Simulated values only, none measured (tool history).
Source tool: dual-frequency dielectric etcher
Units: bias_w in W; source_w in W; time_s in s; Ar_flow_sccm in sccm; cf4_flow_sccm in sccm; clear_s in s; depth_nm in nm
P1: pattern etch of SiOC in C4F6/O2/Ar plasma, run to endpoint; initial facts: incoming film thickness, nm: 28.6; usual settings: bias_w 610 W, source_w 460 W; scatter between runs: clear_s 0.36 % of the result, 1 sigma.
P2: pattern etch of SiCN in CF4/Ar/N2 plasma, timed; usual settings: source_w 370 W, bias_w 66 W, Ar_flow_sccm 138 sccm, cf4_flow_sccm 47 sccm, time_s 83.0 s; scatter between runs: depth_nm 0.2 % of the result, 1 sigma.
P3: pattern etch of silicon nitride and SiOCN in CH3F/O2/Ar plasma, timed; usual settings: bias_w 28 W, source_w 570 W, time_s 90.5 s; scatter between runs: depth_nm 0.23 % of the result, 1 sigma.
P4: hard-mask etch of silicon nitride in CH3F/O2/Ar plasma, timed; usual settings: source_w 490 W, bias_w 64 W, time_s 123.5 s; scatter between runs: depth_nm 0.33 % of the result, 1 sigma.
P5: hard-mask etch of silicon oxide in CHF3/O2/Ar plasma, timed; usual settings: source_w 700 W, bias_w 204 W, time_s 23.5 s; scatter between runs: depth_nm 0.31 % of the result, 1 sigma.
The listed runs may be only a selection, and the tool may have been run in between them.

run	hour	process	bias_w	source_w	time_s	Ar_flow_sccm	cf4_flow_sccm	hours since the last wet clean	hours since the last bias power generator calibration	hours since the last source power generator calibration	clear_s	depth_nm
1	9.9	P1	610	460				328.2	1622.6	1550.4	8.3074	
2	22.6	P5	204	700	23.5			340.9	1635.3	1563.1		53.8130
3	32.5	P3	16	570	90.5			350.8	1645.2	1573.0		11.8170
4	38.7	P2	66	370	83.0	138	59	357.0	1651.4	1579.2		55.2530
5	45.4	P1	610	460				363.7	1658.1	1585.9	8.2857	
6	52.6	P1	610	580				370.9	1665.3	1593.1	7.5700	
7	59.2	P5	204	700	18.0			377.5	1671.9	1599.7		41.1090
8	70.7	P1	610	460				389.0	1683.4	1611.2	8.3011	
9	78.9	P5	204	990	23.5			397.2	1691.6	1619.4		61.2070
10	86.4	P4	79	490	123.5			404.7	1699.1	1626.9		95.7530
11	93.8	P4	64	660	123.5			412.1	1706.5	1634.3		100.7900
12	105.0	P3	28	760	90.5			423.3	1717.7	1645.5		16.6140
13	116.5	P1	398	460				434.8	1729.2	1657.0	9.6617	
14	123.4	P5	288	700	23.5			441.7	1736.1	1663.9		60.7600
15	130.4	P2	66	370	83.0	90	47	448.7	1743.1	1670.9		57.1640
16	138.8	P1	410	330				457.1	1751.5	1679.3	10.8310	
17	151.1	P4	64	490	90.5			469.4	1763.8	1691.6		65.5260
18	162.4	P1	610	460				480.7	1775.1	1702.9	8.2974	
19	168.1	P3	28	570	90.5			486.4	1780.8	1708.6		15.0440
20	176.8	P4	64	490	123.5			495.1	1789.5	1717.3		89.7040
21	183.9	P5	204	700	23.5			502.2	1796.6	1724.4		53.5190
# hour 193.3: source power generator calibrated
22	195.5	P1	610	260				513.8	1808.2	2.2	10.1830	
23	206.4	P2	66	370	83.0	138	47	524.7	1819.1	13.1		53.3200
24	217.5	P2	66	480	83.0	138	47	535.8	1830.2	24.2		66.7560
25	225.9	P2	66	370	101.0	138	47	544.2	1838.6	32.6		64.6810
26	236.7	P3	28	570	59.0			555.0	1849.4	43.4		9.8204
27	245.7	P1	610	460				564.0	1858.4	52.4	8.2620	
28	253.0	P4	64	490	123.5			571.3	1865.7	59.7		88.8350
29	259.7	P3	28	570	90.5			578.0	1872.4	66.4		15.0800
30	266.7	P1	799	320				585.0	1879.4	73.4	8.5062	
31	276.6	P1	751	460				594.9	1889.3	83.3	7.6177	
32	284.0	P1	426	270				602.3	1896.7	90.7	11.4900	
33	293.5	P1	610	460				611.8	1906.2	100.2	8.2879	
34	303.6	P1	610	460				621.9	1916.3	110.3	8.2138	
35	310.4	P2	86	370	83.0	138	47	628.7	1923.1	117.1		59.0270
36	315.9	P1	610	460				634.2	1928.6	122.6	8.2902	
37	327.5	P1	610	460				645.8	1940.2	134.2	8.3520	
38	338.8	P1	610	460				657.1	1951.5	145.5	8.3751	
39	345.2	P1	610	460				663.5	1957.9	151.9	8.3926	
40	352.1	P1	610	460				670.4	1964.8	158.8	8.4902	
# hour 360.5: wet clean of the chamber
41	360.5	P1	610	460				0.1	1973.2	167.2	8.4301	
42	369.2	P1	610	460				8.8	1981.9	175.9	8.4228	
43	378.7	P1	610	460				18.3	1991.4	185.4	8.3888	

The log shows P1 creeping away from where it was. Any of the 2 causes listed here, at the size stated for it, fits the log just as well as the others:
A: bias power that arrives under what is set, % = 4.6
B: source power that arrives under what is set, % = 4.76
The onset of the drift is placed at about hour 315.9.
Other possible causes, and why each is ruled out:
chamber walls in a state that lowers the etch rate, %: serviced at hour 360.5, after the drift had started, without restoring the earlier output

Of the 4 check runs listed below, each run on one wafer and each result written as a question mark, which would let you distinguish the listed causes because they would give clearly different results?
check 1	388.2	P5	204	700	23.5							?
check 2	388.2	P2	66	370	83.0	138	47					?
check 3	388.2	P3	28	570	90.5							?
check 4	388.2	P4	64	490	123.5							?

What every check run would give for each of its results, assuming each possible cause in turn:
check	result	if A	if B
check 1	depth_nm	52.7780	52.6420
check 2	depth_nm	52.1960	50.9630
check 3	depth_nm	14.6990	14.7670
check 4	depth_nm	88.1360	87.8410
Smallest distance between any two causes, each pair judged by its most separating result, in per cent: check 1 0.26 %; check 2 2.39 %; check 3 0.46 %; check 4 0.34 %
The causes can be told apart only by check 2. The other checks would give nearly the same results under each of them.

Check 2 has now been run. It gave: depth_nm 52.1080 nm. Which of the candidate causes is it?

A is the cause: bias power that arrives under what is set, %.
